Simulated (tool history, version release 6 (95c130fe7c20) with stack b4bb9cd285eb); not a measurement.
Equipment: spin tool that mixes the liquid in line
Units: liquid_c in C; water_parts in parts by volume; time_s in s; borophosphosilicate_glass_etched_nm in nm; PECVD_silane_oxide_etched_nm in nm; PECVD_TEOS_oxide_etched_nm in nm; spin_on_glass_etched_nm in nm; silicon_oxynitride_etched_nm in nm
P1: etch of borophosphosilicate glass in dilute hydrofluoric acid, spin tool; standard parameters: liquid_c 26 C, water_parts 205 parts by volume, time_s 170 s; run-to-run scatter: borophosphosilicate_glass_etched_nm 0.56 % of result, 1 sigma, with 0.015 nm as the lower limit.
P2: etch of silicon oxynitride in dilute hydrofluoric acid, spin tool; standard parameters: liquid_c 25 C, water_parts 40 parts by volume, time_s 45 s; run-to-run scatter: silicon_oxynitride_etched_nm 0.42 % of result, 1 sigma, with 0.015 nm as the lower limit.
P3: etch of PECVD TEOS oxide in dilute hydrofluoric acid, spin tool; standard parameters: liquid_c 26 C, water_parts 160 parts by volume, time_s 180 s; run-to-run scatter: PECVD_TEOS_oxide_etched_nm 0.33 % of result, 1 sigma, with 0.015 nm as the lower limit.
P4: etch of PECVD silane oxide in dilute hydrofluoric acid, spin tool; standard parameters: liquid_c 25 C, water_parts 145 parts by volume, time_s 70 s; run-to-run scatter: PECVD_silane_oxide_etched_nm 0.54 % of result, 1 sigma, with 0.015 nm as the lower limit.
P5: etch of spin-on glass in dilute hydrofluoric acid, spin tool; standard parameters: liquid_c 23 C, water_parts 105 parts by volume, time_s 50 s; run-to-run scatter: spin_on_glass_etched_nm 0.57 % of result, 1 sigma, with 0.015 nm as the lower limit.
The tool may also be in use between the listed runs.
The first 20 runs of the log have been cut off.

run,day,process,liquid_c,water_parts,time_s,hours since the thermometer was replaced,hours since the hydrofluoric acid flow meter was replaced,borophosphosilicate_glass_etched_nm,PECVD_silane_oxide_etched_nm,PECVD_TEOS_oxide_etched_nm,spin_on_glass_etched_nm,silicon_oxynitride_etched_nm
21,3.992,P2,25,25,45,1651.7,692.4,,,,,9.8722
22,4.208,P1,30,205,170,1656.9,697.6,42.129,,,,
23,4.383,P1,19,90,170,1661.1,701.8,72.115,,,,
24,4.517,P1,19,205,170,1664.3,705,28.204,,,,
25,4.721,P1,26,205,325,1669.2,709.9,70.01,,,,
26,4.875,P1,26,330,170,1672.9,713.6,20.274,,,,
27,5.021,P5,23,105,75,1676.4,717.1,,,,30.718,
28,5.175,P4,25,145,70,1680.1,720.8,,9.2473,,,
29,5.404,P2,25,40,85,1685.6,726.3,,,,,11.494
30,5.583,P1,26,205,170,1689.9,730.6,36.566,,,,

Estimate the outcome of run 31 from the log above:
31,5.796,P1,26,205,170,1695,735.7,?,,,,

borophosphosilicate_glass_etched_nm: 35.783 nm
